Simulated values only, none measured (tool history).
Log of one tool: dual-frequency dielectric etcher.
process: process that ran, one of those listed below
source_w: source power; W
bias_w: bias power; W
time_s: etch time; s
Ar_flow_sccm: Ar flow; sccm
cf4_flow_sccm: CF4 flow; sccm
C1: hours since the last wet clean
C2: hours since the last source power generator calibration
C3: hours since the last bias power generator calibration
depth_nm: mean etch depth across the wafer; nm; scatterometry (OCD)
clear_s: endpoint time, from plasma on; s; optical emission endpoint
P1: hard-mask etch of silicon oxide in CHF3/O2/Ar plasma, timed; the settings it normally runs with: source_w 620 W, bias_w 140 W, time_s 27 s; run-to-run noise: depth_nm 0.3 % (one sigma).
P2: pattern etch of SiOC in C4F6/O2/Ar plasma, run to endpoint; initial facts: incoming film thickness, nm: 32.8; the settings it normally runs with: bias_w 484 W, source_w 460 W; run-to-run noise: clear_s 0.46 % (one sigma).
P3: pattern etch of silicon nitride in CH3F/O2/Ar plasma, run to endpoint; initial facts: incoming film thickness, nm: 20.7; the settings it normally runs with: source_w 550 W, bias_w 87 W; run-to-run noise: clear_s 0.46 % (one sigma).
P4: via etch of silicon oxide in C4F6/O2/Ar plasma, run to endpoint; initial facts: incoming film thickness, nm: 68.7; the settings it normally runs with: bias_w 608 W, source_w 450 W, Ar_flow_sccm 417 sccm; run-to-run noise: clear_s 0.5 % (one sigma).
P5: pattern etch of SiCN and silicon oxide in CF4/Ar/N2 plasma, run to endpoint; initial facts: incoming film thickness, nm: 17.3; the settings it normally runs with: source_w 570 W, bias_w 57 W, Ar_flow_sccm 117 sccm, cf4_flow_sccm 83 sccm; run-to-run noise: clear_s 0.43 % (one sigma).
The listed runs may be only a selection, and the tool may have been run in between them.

{"run": 1, "hour": 16.8, "process": "P1", "source_w": 620, "bias_w": 140, "time_s": 27, "C1": 243.4, "C2": 1195.1, "C3": 1847.1, "depth_nm": 48.279}
{"run": 2, "hour": 33.4, "process": "P1", "source_w": 620, "bias_w": 108, "time_s": 27, "C1": 260, "C2": 1211.7, "C3": 1863.7, "depth_nm": 44.554}
{"run": 3, "hour": 42.1, "process": "P5", "source_w": 570, "bias_w": 57, "Ar_flow_sccm": 69, "cf4_flow_sccm": 83, "C1": 268.7, "C2": 1220.4, "C3": 1872.4, "clear_s": 15.67}
{"run": 4, "hour": 56.0, "process": "P1", "source_w": 800, "bias_w": 140, "time_s": 27, "C1": 282.6, "C2": 1234.3, "C3": 1886.3, "depth_nm": 53.566}
{"run": 5, "hour": 66.1, "process": "P5", "source_w": 440, "bias_w": 57, "Ar_flow_sccm": 117, "cf4_flow_sccm": 83, "C1": 292.7, "C2": 1244.4, "C3": 1896.4, "clear_s": 21.354}
{"run": 6, "hour": 79.6, "process": "P1", "source_w": 620, "bias_w": 140, "time_s": 27, "C1": 306.2, "C2": 1257.9, "C3": 1909.9, "depth_nm": 48.194}
{"run": 7, "hour": 95.1, "process": "P4", "source_w": 630, "bias_w": 608, "Ar_flow_sccm": 417, "C1": 321.7, "C2": 1273.4, "C3": 1925.4, "clear_s": 12.527}
{"run": 8, "hour": 112.3, "process": "P1", "source_w": 620, "bias_w": 140, "time_s": 27, "C1": 338.9, "C2": 1290.6, "C3": 1942.6, "depth_nm": 48.22}
{"run": 9, "hour": 120.7, "process": "P2", "source_w": 460, "bias_w": 484, "C1": 347.3, "C2": 1299, "C3": 1951, "clear_s": 10.605}
{"run": 10, "hour": 137.0, "process": "P4", "source_w": 450, "bias_w": 472, "Ar_flow_sccm": 417, "C1": 363.6, "C2": 1315.3, "C3": 1967.3, "clear_s": 15.504}
{"run": 11, "hour": 145.0, "process": "P2", "source_w": 260, "bias_w": 484, "C1": 371.6, "C2": 1323.3, "C3": 1975.3, "clear_s": 13.095}
{"run": 12, "hour": 162.4, "process": "P3", "source_w": 550, "bias_w": 58, "C1": 389, "C2": 1340.7, "C3": 1992.7, "clear_s": 28.813}
{"hour": 173.3, "done": "bias power generator calibrated"}
{"run": 13, "hour": 175.8, "process": "P1", "source_w": 370, "bias_w": 140, "time_s": 15, "C1": 402.4, "C2": 1354.1, "C3": 2.6, "depth_nm": 22.035}
{"run": 14, "hour": 193.1, "process": "P1", "source_w": 460, "bias_w": 140, "time_s": 27, "C1": 419.7, "C2": 1371.4, "C3": 19.9, "depth_nm": 42.923}
{"run": 15, "hour": 201.4, "process": "P1", "source_w": 620, "bias_w": 140, "time_s": 27, "C1": 428, "C2": 1379.7, "C3": 28.2, "depth_nm": 48.466}
{"run": 16, "hour": 218.0, "process": "P5", "source_w": 570, "bias_w": 57, "Ar_flow_sccm": 117, "cf4_flow_sccm": 105, "C1": 444.6, "C2": 1396.3, "C3": 44.8, "clear_s": 16.389}
{"run": 17, "hour": 227.7, "process": "P1", "source_w": 620, "bias_w": 140, "time_s": 27, "C1": 454.3, "C2": 1406, "C3": 54.5, "depth_nm": 48.147}
{"run": 18, "hour": 240.0, "process": "P1", "source_w": 740, "bias_w": 104, "time_s": 27, "C1": 466.6, "C2": 1418.3, "C3": 66.8, "depth_nm": 47.252}
{"run": 19, "hour": 250.1, "process": "P3", "source_w": 550, "bias_w": 87, "C1": 476.7, "C2": 1428.4, "C3": 76.9, "clear_s": 25.131}
{"run": 20, "hour": 261.1, "process": "P5", "source_w": 570, "bias_w": 57, "Ar_flow_sccm": 117, "cf4_flow_sccm": 83, "C1": 487.7, "C2": 1439.4, "C3": 87.9, "clear_s": 16.825}
{"run": 21, "hour": 274.7, "process": "P5", "source_w": 570, "bias_w": 35, "Ar_flow_sccm": 117, "cf4_flow_sccm": 83, "C1": 501.3, "C2": 1453, "C3": 101.5, "clear_s": 19.509}
{"run": 22, "hour": 286.8, "process": "P2", "source_w": 460, "bias_w": 358, "C1": 513.4, "C2": 1465.1, "C3": 113.6, "clear_s": 11.97}
{"run": 23, "hour": 299.4, "process": "P3", "source_w": 710, "bias_w": 87, "C1": 526, "C2": 1477.7, "C3": 126.2, "clear_s": 22.825}
{"run": 24, "hour": 310.7, "process": "P4", "source_w": 450, "bias_w": 608, "Ar_flow_sccm": 417, "C1": 537.3, "C2": 1489, "C3": 137.5, "clear_s": 14.071}
{"run": 25, "hour": 326.8, "process": "P4", "source_w": 450, "bias_w": 608, "Ar_flow_sccm": 319, "C1": 553.4, "C2": 1505.1, "C3": 153.6, "clear_s": 13.78}
{"run": 26, "hour": 337.0, "process": "P1", "source_w": 620, "bias_w": 140, "time_s": 37.5, "C1": 563.6, "C2": 1515.3, "C3": 163.8, "depth_nm": 67.252}
{"run": 27, "hour": 351.1, "process": "P5", "source_w": 570, "bias_w": 57, "Ar_flow_sccm": 117, "cf4_flow_sccm": 83, "C1": 577.7, "C2": 1529.4, "C3": 177.9, "clear_s": 16.826}
{"run": 28, "hour": 363.8, "process": "P1", "source_w": 620, "bias_w": 140, "time_s": 15, "C1": 590.4, "C2": 1542.1, "C3": 190.6, "depth_nm": 26.824}
{"run": 29, "hour": 379.7, "process": "P1", "source_w": 620, "bias_w": 95, "time_s": 39, "C1": 606.3, "C2": 1558, "C3": 206.5, "depth_nm": 61.917}
{"run": 30, "hour": 392.3, "process": "P1", "source_w": 620, "bias_w": 193, "time_s": 27, "C1": 618.9, "C2": 1570.6, "C3": 219.1, "depth_nm": 53.906}
{"run": 31, "hour": 402.6, "process": "P1", "source_w": 620, "bias_w": 140, "time_s": 27, "C1": 629.2, "C2": 1580.9, "C3": 229.4, "depth_nm": 48.343}
{"run": 32, "hour": 417.9, "process": "P1", "source_w": 620, "bias_w": 140, "time_s": 27, "C1": 644.5, "C2": 1596.2, "C3": 244.7, "depth_nm": 48.186}
{"run": 33, "hour": 430.7, "process": "P1", "source_w": 620, "bias_w": 140, "time_s": 27, "C1": 657.3, "C2": 1609, "C3": 257.5, "depth_nm": 47.961}
{"run": 34, "hour": 443.0, "process": "P1", "source_w": 620, "bias_w": 140, "time_s": 27, "C1": 669.6, "C2": 1621.3, "C3": 269.8, "depth_nm": 47.693}
{"run": 35, "hour": 459.6, "process": "P1", "source_w": 620, "bias_w": 140, "time_s": 27, "C1": 686.2, "C2": 1637.9, "C3": 286.4, "depth_nm": 47.552}
{"run": 36, "hour": 473.5, "process": "P1", "source_w": 620, "bias_w": 140, "time_s": 27, "C1": 700.1, "C2": 1651.8, "C3": 300.3, "depth_nm": 47.663}
{"run": 37, "hour": 482.1, "process": "P1", "source_w": 620, "bias_w": 140, "time_s": 27, "C1": 708.7, "C2": 1660.4, "C3": 308.9, "depth_nm": 47.722}
{"run": 38, "hour": 494.9, "process": "P1", "source_w": 620, "bias_w": 140, "time_s": 27, "C1": 721.5, "C2": 1673.2, "C3": 321.7, "depth_nm": 47.755}
{"hour": 506.4, "done": "wet clean of the chamber"}
{"run": 39, "hour": 507.7, "process": "P1", "source_w": 620, "bias_w": 140, "time_s": 27, "C1": 1.3, "C2": 1686, "C3": 334.5, "depth_nm": 47.476}
{"run": 40, "hour": 525.1, "process": "P1", "source_w": 620, "bias_w": 140, "time_s": 27, "C1": 18.7, "C2": 1703.4, "C3": 351.9, "depth_nm": 47.628}
{"run": 41, "hour": 536.0, "process": "P1", "source_w": 620, "bias_w": 140, "time_s": 27, "C1": 29.6, "C2": 1714.3, "C3": 362.8, "depth_nm": 47.489}
{"run": 42, "hour": 544.1, "process": "P1", "source_w": 620, "bias_w": 140, "time_s": 27, "C1": 37.7, "C2": 1722.4, "C3": 370.9, "depth_nm": 47.851}

The log shows P1 creeping away from where it was. Any of the 2 causes listed here, at the size stated for it, fits the log just as well as the others:
A: bias power that arrives under what is set, % = 4.56
B: source power that arrives under what is set, % = 3.73
The creep began at about hour 402.6.
All other causes, with the reason each is excluded:
chamber walls in a state that lowers the etch rate, %: maintenance at hour 506.4, after the shift began, did not return the process to its former output

Which of the 4 check runs listed below, each an average over 3 wafers with its results shown as question marks, gives clearly different results under the different listed causes?
{"run": "check 1", "hour": 552.2, "process": "P3", "source_w": 550, "bias_w": 71, "clear_s": "?"}
{"run": "check 2", "hour": 552.2, "process": "P4", "source_w": 600, "bias_w": 608, "Ar_flow_sccm": 417, "clear_s": "?"}
{"run": "check 3", "hour": 552.2, "process": "P5", "source_w": 450, "bias_w": 57, "Ar_flow_sccm": 73, "cf4_flow_sccm": 83, "clear_s": "?"}
{"run": "check 4", "hour": 552.2, "process": "P2", "source_w": 290, "bias_w": 361, "clear_s": "?"}

Expected result of each check under each candidate cause:
check=check_1 result=clear_s if_A=27.392 if_B=27.367
check=check_2 result=clear_s if_A=12.933 if_B=12.887
check=check_3 result=clear_s if_A=19.763 if_B=20.168
check=check_4 result=clear_s if_A=14.251 if_B=14.214
Gap, in per cent, between the two causes that each check separates least, read from the result that separates them most: check 1 0.09 %; check 2 0.35 %; check 3 2.03 %; check 4 0.27 %
Check 3 is the one run that separates the causes; every other check would come out nearly the same whichever cause is at work.

Check 3 was then run and gave: clear_s 20.153 s. Which cause is it?

The correct cause is B, namely: source power that arrives under what is set, %.
